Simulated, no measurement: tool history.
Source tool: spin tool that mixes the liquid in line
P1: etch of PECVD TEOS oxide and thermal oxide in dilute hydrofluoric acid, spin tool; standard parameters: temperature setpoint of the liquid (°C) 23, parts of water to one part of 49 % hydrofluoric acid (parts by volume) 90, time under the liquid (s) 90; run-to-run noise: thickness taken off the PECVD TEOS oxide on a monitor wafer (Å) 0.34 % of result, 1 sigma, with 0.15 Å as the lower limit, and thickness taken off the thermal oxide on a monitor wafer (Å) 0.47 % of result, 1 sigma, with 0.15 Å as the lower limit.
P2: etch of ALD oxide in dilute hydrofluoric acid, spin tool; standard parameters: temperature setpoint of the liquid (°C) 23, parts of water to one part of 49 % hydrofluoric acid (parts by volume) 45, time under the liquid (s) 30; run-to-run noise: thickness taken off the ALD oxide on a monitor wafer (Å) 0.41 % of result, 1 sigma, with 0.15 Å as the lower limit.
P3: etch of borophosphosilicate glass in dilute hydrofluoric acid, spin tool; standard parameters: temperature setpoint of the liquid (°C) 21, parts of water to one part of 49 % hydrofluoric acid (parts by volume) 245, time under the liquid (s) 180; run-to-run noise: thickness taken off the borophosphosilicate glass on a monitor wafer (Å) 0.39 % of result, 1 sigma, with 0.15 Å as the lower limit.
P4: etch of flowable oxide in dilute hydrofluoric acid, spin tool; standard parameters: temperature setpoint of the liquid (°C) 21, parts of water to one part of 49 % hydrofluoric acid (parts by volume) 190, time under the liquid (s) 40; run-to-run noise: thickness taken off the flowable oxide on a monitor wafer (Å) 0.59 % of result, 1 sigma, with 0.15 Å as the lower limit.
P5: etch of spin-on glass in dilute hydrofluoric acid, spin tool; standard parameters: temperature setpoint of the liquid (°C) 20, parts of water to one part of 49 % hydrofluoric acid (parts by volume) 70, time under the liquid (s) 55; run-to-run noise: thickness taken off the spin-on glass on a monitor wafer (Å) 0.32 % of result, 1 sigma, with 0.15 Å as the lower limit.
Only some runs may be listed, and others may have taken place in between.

run	hour	process that ran	temperature setpoint of the liquid (°C)	parts of water to one part of 49 % hydrofluoric acid (parts by volume)	time under the liquid (s)	hours since the thermometer was replaced	hours since the hydrofluoric acid flow meter was replaced	thickness taken off the PECVD TEOS oxide on a monitor wafer (Å)	thickness taken off the thermal oxide on a monitor wafer (Å)	thickness taken off the ALD oxide on a monitor wafer (Å)	thickness taken off the spin-on glass on a monitor wafer (Å)	thickness taken off the borophosphosilicate glass on a monitor wafer (Å)	thickness taken off the flowable oxide on a monitor wafer (Å)
1	6.1	P1	23	90	90	104.2	889.7	272.84	44.423				
2	11.7	P1	23	125	90	109.8	895.3	190.5	30.772				
3	16	P1	23	35	175	114.1	899.6	1468.9	237.03				
4	20.7	P2	29	45	30	118.8	904.3			220.19			
5	24.7	P5	20	100	55	122.8	908.3				96.259		
6	29	P3	27	245	180	127.1	912.6					247.17	
7	35.4	P4	21	190	15	133.5	919						16.758
8	40.5	P1	23	55	90	138.6	924.1	468.2	75.997				
9	44.4	P4	29	190	40	142.5	928						59.134
10	49	P1	23	90	90	147.1	932.6	274.64	45.095				
11	57.2	P1	17	90	90	155.3	940.8	213.18	34.326				
12	62.8	P1	23	90	90	160.9	946.4	273.5	44.801				
13	71	P1	31	90	90	169.1	954.6	376.42	60.951				
14	77.1	P2	23	45	30	175.2	960.7			172.47			
15	80.9	P2	23	45	60	179	964.5			344.76			
16	85.6	P3	21	420	180	183.7	969.2					99.695	
17	90.8	P1	23	90	130	188.9	974.4	399.24	64.292				
18	98.5	P3	21	245	345	196.6	982.1					380.14	
19	103.8	P4	21	50	40	201.9	987.4						197.23
20	108.8	P1	23	90	90	206.9	992.4	274.68	44.719				
21	112.9	P5	20	70	110	211	996.5				284.19		
22	119.6	P4	21	190	40	217.7	1003.2						43.74
23	126	P1	23	90	90	224.1	1009.6	274.35	44.536				
24	131.1	P5	20	70	55	229.2	1014.7				141.3		
25	134.9	P5	17	70	55	233	1018.5				125.37		
26	142.3	P1	17	90	170	240.4	1025.9	405.21	65.441				
27	149.4	P1	23	90	15	247.5	1033	46.347	7.3432				
28	153.3	P1	23	90	90	251.4	1036.9	275.52	44.613				
29	157.6	P2	23	45	30	255.7	1041.2			171.96			
30	162.9	P3	21	245	180	261	1046.5					198.81	
31	169.2	P3	21	245	180	267.3	1052.8					198.98	
32	177.5	P2	23	20	30	275.6	1061.1			401.83			
33	182.8	P1	23	90	90	280.9	1066.4	274.94	44.403				
34	186.8	P1	23	90	90	284.9	1070.4	280.39	45.14				
35	191	P1	23	90	90	289.1	1074.6	284.11	46.277				
36	198.7	P1	23	90	90	296.8	1082.3	290.65	47.119				
37	202.2	P1	23	90	90	300.3	1085.8	291.64	47.623				
38	210.4	P1	23	90	90	308.5	1094	295.8	47.777				
39	216.9	P1	23	90	90	315	1100.5	296.2	47.676				
40	224.9	P1	23	90	90	323	1108.5	296.41	48.27				
41	229.6	P1	23	90	90	327.7	1113.2	298.08	48.091				
42	233.7	P1	23	90	90	331.8	1117.3	295.6	47.953				
43	241.4	P1	23	90	90	339.5	1125	298.34	48.574				
44	245.8	P1	23	90	90	343.9	1129.4	296.61	48.017				

Something has made what P1 gives creep away from where it was; the 2 causes below, each at its own stated size, fit the log equally well:
A: hydrofluoric acid flow above the setpoint (%) = 7.89
B: liquid hotter than its thermometer reads (K) = 2.11
The gradual shift began around hour 182.8.

Below are 4 check runs, each on a single wafer, with their results shown as question marks. Which of them would tell the listed causes apart, meaning the causes would give clearly different results under it?
check 1	250.2	P4	27.5	55	40								?
check 2	250.2	P2	27.5	45	45					?			
check 3	250.2	P3	26	375	180							?	
check 4	250.2	P5	20	70	100						?		

Check results expected under each cause:
check	result	if A	if B
check 1	thickness taken off the flowable oxide on a monitor wafer (Å)	249.4	249.83
check 2	thickness taken off the ALD oxide on a monitor wafer (Å)	337.34	338.5
check 3	thickness taken off the borophosphosilicate glass on a monitor wafer (Å)	150.89	145.72
check 4	thickness taken off the spin-on glass on a monitor wafer (Å)	280.4	281.99
Gap, in per cent, between the two causes that each check separates least, read from the result that separates them most: check 1 0.17 %; check 2 0.34 %; check 3 3.48 %; check 4 0.57 %
Check 3 distinguishes between the causes, while the remaining checks would return nearly the same result for all of them.

With check 3 done, the readings were: thickness taken off the borophosphosilicate glass on a monitor wafer (Å) 150.99. Identify which of the listed causes applies.

The correct cause is A, namely: hydrofluoric acid flow above the setpoint (%).
